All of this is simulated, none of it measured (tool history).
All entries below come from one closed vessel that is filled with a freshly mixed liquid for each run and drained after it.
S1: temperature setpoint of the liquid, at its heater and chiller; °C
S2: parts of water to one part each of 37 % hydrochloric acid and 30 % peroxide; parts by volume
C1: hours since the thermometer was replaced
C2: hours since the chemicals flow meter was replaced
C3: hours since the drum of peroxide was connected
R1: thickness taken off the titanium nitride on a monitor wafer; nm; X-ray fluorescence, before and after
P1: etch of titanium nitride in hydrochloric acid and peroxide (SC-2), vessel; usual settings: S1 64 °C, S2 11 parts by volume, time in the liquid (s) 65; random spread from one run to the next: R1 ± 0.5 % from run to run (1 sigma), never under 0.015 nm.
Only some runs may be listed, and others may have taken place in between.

run 1 hour=6.9 | S1=64 S2=11 time_in_the_liquid_(s)=65 | C1=1033.3 C2=1324.5 C3=440.4 | R1=4.0164
run 2 hour=14 | S1=64 S2=11 time_in_the_liquid_(s)=30 | C1=1040.4 C2=1331.6 C3=447.5 | R1=1.8291
run 3 hour=20.1 | S1=64 S2=17 time_in_the_liquid_(s)=120 | C1=1046.5 C2=1337.7 C3=453.6 | R1=5.0645
run 4 hour=26.2 | S1=48.5 S2=4 time_in_the_liquid_(s)=65 | C1=1052.6 C2=1343.8 C3=459.7 | R1=3.2313
run 5 hour=38.6 | S1=72 S2=7.5 time_in_the_liquid_(s)=65 | C1=1065 C2=1356.2 C3=472.1 | R1=8.8614
run 6 hour=51.2 | S1=64 S2=18.5 time_in_the_liquid_(s)=65 | C1=1077.6 C2=1368.8 C3=484.7 | R1=2.5673
run 7 hour=63.1 | S1=72 S2=11 time_in_the_liquid_(s)=65 | C1=1089.5 C2=1380.7 C3=496.6 | R1=6.5096
run 8 hour=73.5 | S1=64 S2=11 time_in_the_liquid_(s)=65 | C1=1099.9 C2=1391.1 C3=507 | R1=4.0516
run 9 hour=83.7 | S1=48.5 S2=11 time_in_the_liquid_(s)=65 | C1=1110.1 C2=1401.3 C3=517.2 | R1=1.5057
run 10 hour=90.9 | S1=64 S2=11 time_in_the_liquid_(s)=130 | C1=1117.3 C2=1408.5 C3=524.4 | R1=8.1242
run 11 hour=99.7 | S1=64 S2=11 time_in_the_liquid_(s)=65 | C1=1126.1 C2=1417.3 C3=533.2 | R1=4.028
run 12 hour=108.9 | S1=64 S2=4 time_in_the_liquid_(s)=65 | C1=1135.3 C2=1426.5 C3=542.4 | R1=8.7486
run 13 hour=116.4 | S1=64 S2=11 time_in_the_liquid_(s)=65 | C1=1142.8 C2=1434 C3=549.9 | R1=3.9918
run 14 hour=126.3 | S1=64 S2=11 time_in_the_liquid_(s)=65 | C1=1152.7 C2=1443.9 C3=559.8 | R1=3.9994
run 15 hour=138.3 | S1=64 S2=11 time_in_the_liquid_(s)=65 | C1=1164.7 C2=1455.9 C3=571.8 | R1=4.1614
run 16 hour=148 | S1=64 S2=11 time_in_the_liquid_(s)=65 | C1=1174.4 C2=1465.6 C3=581.5 | R1=4.2117
run 17 hour=159.4 | S1=64 S2=11 time_in_the_liquid_(s)=65 | C1=1185.8 C2=1477 C3=592.9 | R1=4.2597
run 18 hour=165.4 | S1=64 S2=11 time_in_the_liquid_(s)=65 | C1=1191.8 C2=1483 C3=598.9 | R1=4.2783
run 19 hour=174.8 | S1=64 S2=11 time_in_the_liquid_(s)=65 | C1=1201.2 C2=1492.4 C3=608.3 | R1=4.3422
run 20 hour=186.8 | S1=64 S2=11 time_in_the_liquid_(s)=65 | C1=1213.2 C2=1504.4 C3=620.3 | R1=4.2581
run 21 hour=195 | S1=64 S2=11 time_in_the_liquid_(s)=65 | C1=1221.4 C2=1512.6 C3=628.5 | R1=4.3106
run 22 hour=201.9 | S1=64 S2=11 time_in_the_liquid_(s)=65 | C1=1228.3 C2=1519.5 C3=635.4 | R1=4.3535
run 23 hour=212.4 | S1=64 S2=11 time_in_the_liquid_(s)=65 | C1=1238.8 C2=1530 C3=645.9 | R1=4.312
run 24 hour=221.2 | S1=64 S2=11 time_in_the_liquid_(s)=65 | C1=1247.6 C2=1538.8 C3=654.7 | R1=4.3184

Something has made what P1 gives creep away from where it was; the 2 causes below, each at its own stated size, fit the log equally well:
A: chemicals flow above the setpoint (%) = 9.22
B: liquid hotter than its thermometer reads (K) = 1.22
At approximately hour 126.3, the process output began to creep.
All other causes, with the reason each is excluded:
peroxide weaker than its label (%): at its largest 8, which would move R1 by -7.4 %, too little to match the creep or of the wrong sign

Each of the check runs listed below is run on 5 wafers and reports their average, with the results left as question marks. Pick the one under which the possible causes would lead to clearly different results.
run check 1 hour=230 | S1=50.5 S2=4 time_in_the_liquid_(s)=65 | R1=?
run check 2 hour=230 | S1=57.5 S2=11 time_in_the_liquid_(s)=30 | R1=?
run check 3 hour=230 | S1=49 S2=15 time_in_the_liquid_(s)=65 | R1=?
run check 4 hour=230 | S1=64 S2=11 time_in_the_liquid_(s)=125 | R1=?

Outcome of each check run for each possible cause:
check=check_1 result=R1 if_A=3.9005 if_B=3.9905
check=check_2 result=R1 if_A=1.3315 if_B=1.3359
check=check_3 result=R1 if_A=1.2699 if_B=1.2751
check=check_4 result=R1 if_A=8.3264 if_B=8.329
Per check, the gap between the least separated pair of causes, taken in the result that splits them most: check 1 2.28 %; check 2 0.33 %; check 3 0.42 %; check 4 0.03 %
Check 1 tells the causes apart: in the others they would give nearly the same result.

Check 1 has now been run. It gave: R1 3.8985 nm. Which of the candidate causes is it?

It was cause A: chemicals flow above the setpoint (%).

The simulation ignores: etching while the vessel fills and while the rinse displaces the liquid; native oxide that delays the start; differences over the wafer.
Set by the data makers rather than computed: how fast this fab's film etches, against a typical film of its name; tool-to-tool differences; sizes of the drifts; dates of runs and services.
